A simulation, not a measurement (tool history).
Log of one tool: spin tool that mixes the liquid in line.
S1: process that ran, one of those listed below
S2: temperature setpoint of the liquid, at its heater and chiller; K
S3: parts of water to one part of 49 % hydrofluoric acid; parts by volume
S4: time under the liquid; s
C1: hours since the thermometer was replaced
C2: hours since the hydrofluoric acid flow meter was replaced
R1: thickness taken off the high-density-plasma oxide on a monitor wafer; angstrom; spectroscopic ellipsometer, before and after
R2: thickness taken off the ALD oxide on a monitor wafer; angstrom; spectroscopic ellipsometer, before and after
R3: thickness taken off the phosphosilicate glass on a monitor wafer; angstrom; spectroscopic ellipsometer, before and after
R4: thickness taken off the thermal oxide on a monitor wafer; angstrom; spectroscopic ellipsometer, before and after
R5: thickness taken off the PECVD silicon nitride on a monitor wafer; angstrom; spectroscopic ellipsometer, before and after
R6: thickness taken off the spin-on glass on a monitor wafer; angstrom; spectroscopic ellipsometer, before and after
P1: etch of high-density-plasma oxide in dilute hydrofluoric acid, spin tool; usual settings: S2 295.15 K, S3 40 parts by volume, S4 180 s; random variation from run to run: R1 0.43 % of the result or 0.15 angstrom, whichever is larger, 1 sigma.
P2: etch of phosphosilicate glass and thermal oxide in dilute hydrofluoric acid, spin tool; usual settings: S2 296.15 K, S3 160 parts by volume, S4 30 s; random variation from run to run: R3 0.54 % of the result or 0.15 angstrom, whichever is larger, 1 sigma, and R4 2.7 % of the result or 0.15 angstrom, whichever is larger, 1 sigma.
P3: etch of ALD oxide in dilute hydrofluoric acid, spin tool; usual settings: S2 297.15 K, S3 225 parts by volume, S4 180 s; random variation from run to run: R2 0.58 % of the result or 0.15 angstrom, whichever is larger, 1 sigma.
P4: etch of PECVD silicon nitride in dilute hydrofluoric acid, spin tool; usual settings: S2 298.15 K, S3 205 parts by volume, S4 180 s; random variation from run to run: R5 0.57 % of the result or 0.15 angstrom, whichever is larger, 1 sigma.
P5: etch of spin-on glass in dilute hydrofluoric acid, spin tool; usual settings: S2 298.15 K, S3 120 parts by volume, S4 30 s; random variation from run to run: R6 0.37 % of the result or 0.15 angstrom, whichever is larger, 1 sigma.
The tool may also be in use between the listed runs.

run,hour,S1,S2,S3,S4,C1,C2,R1,R2,R3,R4,R5,R6
1,2.5,P1,295.15,40,180,1475.1,1078.1,263.89,,,,,
2,5.6,P3,297.15,50,180,1478.2,1081.2,,465.330,,,,
3,9.9,P2,296.15,160,30,1482.5,1085.5,,,219.11,7.9644,,
4,13.6,P1,290.15,40,265,1486.2,1089.2,312.81,,,,,
5,18.1,P1,290.15,40,180,1490.7,1093.7,210.72,,,,,
6,21.2,P1,295.15,25,180,1493.8,1096.8,432.25,,,,,
7,23.2,P4,298.15,205,180,1495.8,1098.8,,,,,40.5380,
8,26.3,P1,295.15,70,180,1498.9,1101.9,146.45,,,,,
9,30.7,P3,297.15,225,180,1503.3,1106.3,,84.215,,,,
10,33.7,P3,297.15,225,340,1506.3,1109.3,,159.370,,,,
11,36.7,P4,298.15,205,180,1509.3,1112.3,,,,,40.7240,
12,40.9,P1,295.15,40,180,1513.5,1116.5,263.33,,,,,
13,43.5,P5,293.65,120,30,1516.1,1119.1,,,,,,98.116
14,46.5,P1,299.65,40,180,1519.1,1122.1,319.42,,,,,
15,50.5,P1,295.15,40,40,1523.1,1126.1,58.97,,,,,
16,53.0,P2,296.15,45,30,1525.6,1128.6,,,898.97,30.4300,,
17,56.0,P1,295.15,40,180,1528.6,1131.6,264.01,,,,,
18,58.9,P5,298.15,120,30,1531.5,1134.5,,,,,,117.540
19,61.9,P3,293.15,225,180,1534.5,1137.5,,72.266,,,,
20,64.9,P4,298.15,130,180,1537.5,1140.5,,,,,64.4810,
21,68.4,P1,295.15,40,260,1541.0,1144.0,382.43,,,,,
22,70.7,P5,298.15,30,30,1543.3,1146.3,,,,,,527.710
23,74.4,P1,295.15,40,180,1547.0,1150.0,264.64,,,,,
24,76.8,P2,296.15,160,60,1549.4,1152.4,,,440.89,15.4330,,
25,79.4,P3,297.15,225,180,1552.0,1155.0,,84.025,,,,
26,82.8,P5,298.15,120,50,1555.4,1158.4,,,,,,194.850
27,85.2,P2,290.15,160,30,1557.8,1160.8,,,173.78,6.1712,,
28,88.7,P1,295.15,70,355,1561.3,1164.3,286.99,,,,,
29,92.7,P4,302.65,205,180,1565.3,1168.3,,,,,54.0370,
30,96.6,P4,298.15,205,15,1569.2,1172.2,,,,,3.6591,
31,99.3,P1,295.15,40,180,1571.9,1174.9,263.61,,,,,
32,101.7,P1,295.15,40,180,1574.3,1177.3,269.70,,,,,
33,104.0,P1,295.15,40,180,1576.6,1179.6,270.46,,,,,
34,106.3,P1,295.15,40,180,1578.9,1181.9,273.95,,,,,
35,110.4,P1,295.15,40,180,1583.0,1186.0,277.37,,,,,
36,114.3,P1,295.15,40,180,1586.9,1189.9,281.02,,,,,
37,116.4,P1,295.15,40,180,1589.0,1192.0,279.40,,,,,
38,120.0,P1,295.15,40,180,1592.6,1195.6,280.92,,,,,
39,123.8,P1,295.15,40,180,1596.4,1199.4,280.35,,,,,
40,126.0,P1,295.15,40,180,1598.6,1201.6,280.29,,,,,
41,128.4,P1,295.15,40,180,1601.0,1204.0,280.03,,,,,

What P1 gives has crept away from where it was. These 2 causes fit the log equally well, each at the size given:
A: hydrofluoric acid flow above the setpoint (%) = 6.23
B: liquid hotter than its thermometer reads (K) = 1.52
The creep began at about hour 99.3.

4 check runs are offered, each on 5 wafers whose results are averaged, their results left as question marks. Which one tells the causes apart?
check 1,130.8,P2,292.15,45,30,,,,,?,?,,
check 2,130.8,P4,298.15,135,50,,,,,,,?,
check 3,130.8,P5,298.15,30,30,,,,,,,,?
check 4,130.8,P3,297.15,50,325,,,,?,,,,

What each check would give under each cause:
check,result,if A,if B
check 1,R3,803.98,805.06
check 1,R4,27.8860,27.9240
check 2,R5,18.1780,18.8670
check 3,R6,560.230,560.170
check 4,R2,895.710,893.830
How far apart the two closest causes lie, in the result that separates them most: check 1 0.13 %; check 2 3.72 %; check 3 0.01 %; check 4 0.21 %
Only check 2 tells the causes apart: in the others they would give nearly the same result.

Check 2 was then run and gave: R5 18.9450 angstrom. Which cause is it?

It is B: liquid hotter than its thermometer reads (K).
